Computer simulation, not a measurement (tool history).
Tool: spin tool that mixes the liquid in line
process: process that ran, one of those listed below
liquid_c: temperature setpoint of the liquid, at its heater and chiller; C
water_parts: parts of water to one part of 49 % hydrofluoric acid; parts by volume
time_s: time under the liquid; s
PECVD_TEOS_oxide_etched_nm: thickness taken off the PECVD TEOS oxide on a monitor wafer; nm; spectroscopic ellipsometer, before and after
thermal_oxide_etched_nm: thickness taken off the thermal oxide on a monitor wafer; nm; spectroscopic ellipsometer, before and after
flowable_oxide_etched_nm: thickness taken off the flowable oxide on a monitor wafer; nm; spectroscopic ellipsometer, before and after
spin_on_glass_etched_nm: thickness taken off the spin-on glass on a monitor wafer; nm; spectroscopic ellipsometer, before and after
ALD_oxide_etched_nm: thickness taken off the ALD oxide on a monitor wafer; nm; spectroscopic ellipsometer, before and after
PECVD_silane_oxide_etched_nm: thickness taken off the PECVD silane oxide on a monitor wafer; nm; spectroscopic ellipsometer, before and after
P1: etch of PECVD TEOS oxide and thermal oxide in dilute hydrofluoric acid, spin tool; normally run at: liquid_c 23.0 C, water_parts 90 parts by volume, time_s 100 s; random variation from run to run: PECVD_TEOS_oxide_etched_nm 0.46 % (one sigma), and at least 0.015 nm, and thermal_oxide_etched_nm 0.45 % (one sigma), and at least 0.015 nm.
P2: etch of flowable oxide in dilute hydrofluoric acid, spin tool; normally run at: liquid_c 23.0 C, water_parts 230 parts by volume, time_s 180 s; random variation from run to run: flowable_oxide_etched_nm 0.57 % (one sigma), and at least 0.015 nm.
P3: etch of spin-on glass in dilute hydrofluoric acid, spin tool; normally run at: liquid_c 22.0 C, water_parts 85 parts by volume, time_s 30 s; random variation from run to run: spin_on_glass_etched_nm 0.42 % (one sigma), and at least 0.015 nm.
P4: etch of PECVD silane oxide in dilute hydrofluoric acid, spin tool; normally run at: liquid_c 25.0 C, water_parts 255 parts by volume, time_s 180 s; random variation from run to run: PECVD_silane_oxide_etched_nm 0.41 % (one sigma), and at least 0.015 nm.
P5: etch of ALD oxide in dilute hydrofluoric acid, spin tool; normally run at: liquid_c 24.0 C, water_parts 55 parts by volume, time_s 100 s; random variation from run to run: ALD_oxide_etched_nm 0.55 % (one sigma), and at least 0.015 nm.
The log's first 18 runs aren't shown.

| run | hour | process | liquid_c | water_parts | time_s | hours since the thermometer was replaced | hours since the hydrofluoric acid flow meter was replaced | PECVD_TEOS_oxide_etched_nm | thermal_oxide_etched_nm | flowable_oxide_etched_nm | spin_on_glass_etched_nm | ALD_oxide_etched_nm | PECVD_silane_oxide_etched_nm |
|---|---|---|---|---|---|---|---|---|---|---|---|---|---|
| 19 | 152.8 | P1 | 23.0 | 90 | 100 | 1148.2 | 823.0 | 9.3208 | 5.1850 |  |  |  |  |
| 20 | 158.2 | P1 | 29.5 | 90 | 15 | 1153.6 | 828.4 | 1.7749 | 1.0148 |  |  |  |  |
| 21 | 167.5 | P3 | 22.0 | 85 | 15 | 1162.9 | 837.7 |  |  |  | 4.7339 |  |  |
| 22 | 175.5 | P3 | 30.0 | 85 | 30 | 1170.9 | 845.7 |  |  |  | 12.9710 |  |  |
| 23 | 185.0 | P4 | 25.0 | 255 | 180 | 1180.4 | 855.2 |  |  |  |  |  | 9.1565 |
| 24 | 190.8 | P1 | 23.0 | 90 | 100 | 1186.2 | 861.0 | 9.2619 | 5.1366 |  |  |  |  |
| 25 | 199.2 | P1 | 23.0 | 90 | 100 | 1194.6 | 869.4 | 9.2623 | 5.0996 |  |  |  |  |
| 26 | 206.9 | P2 | 23.0 | 230 | 355 | 1202.3 | 877.1 |  |  | 30.320 |  |  |  |
| 27 | 212.0 | P5 | 24.0 | 55 | 15 | 1207.4 | 882.2 |  |  |  |  | 3.3155 |  |
| 28 | 221.9 | P4 | 33.0 | 255 | 180 | 1217.3 | 892.1 |  |  |  |  |  | 11.9550 |
| 29 | 227.2 | P4 | 25.0 | 450 | 180 | 1222.6 | 897.4 |  |  |  |  |  | 4.2963 |
| 30 | 236.8 | P1 | 23.0 | 145 | 100 | 1232.2 | 907.0 | 5.3731 | 2.9787 |  |  |  |  |
| 31 | 244.4 | P4 | 25.0 | 255 | 180 | 1239.8 | 914.6 |  |  |  |  |  | 9.1447 |
| 32 | 250.8 | P1 | 23.0 | 90 | 100 | 1246.2 | 921.0 | 9.3028 | 5.0772 |  |  |  |  |
| 33 | 259.2 | P1 | 23.0 | 90 | 100 | 1254.6 | 929.4 | 9.6682 | 5.3581 |  |  |  |  |
| 34 | 265.7 | P1 | 23.0 | 90 | 100 | 1261.1 | 935.9 | 9.8726 | 5.4624 |  |  |  |  |
| 35 | 276.2 | P1 | 23.0 | 90 | 100 | 1271.6 | 946.4 | 10.0120 | 5.5033 |  |  |  |  |
| 36 | 284.2 | P1 | 23.0 | 90 | 100 | 1279.6 | 954.4 | 10.1260 | 5.5612 |  |  |  |  |
| 37 | 291.9 | P1 | 23.0 | 90 | 100 | 1287.3 | 962.1 | 10.0380 | 5.5412 |  |  |  |  |

Run 38 comes next. What will it give?
| 38 | 298.9 | P1 | 23.0 | 90 | 100 | 1294.3 | 969.1 | ? | ? |  |  |  |  |

{"run 38": {"PECVD_TEOS_oxide_etched_nm": 10.061, "thermal_oxide_etched_nm": 5.5041}}

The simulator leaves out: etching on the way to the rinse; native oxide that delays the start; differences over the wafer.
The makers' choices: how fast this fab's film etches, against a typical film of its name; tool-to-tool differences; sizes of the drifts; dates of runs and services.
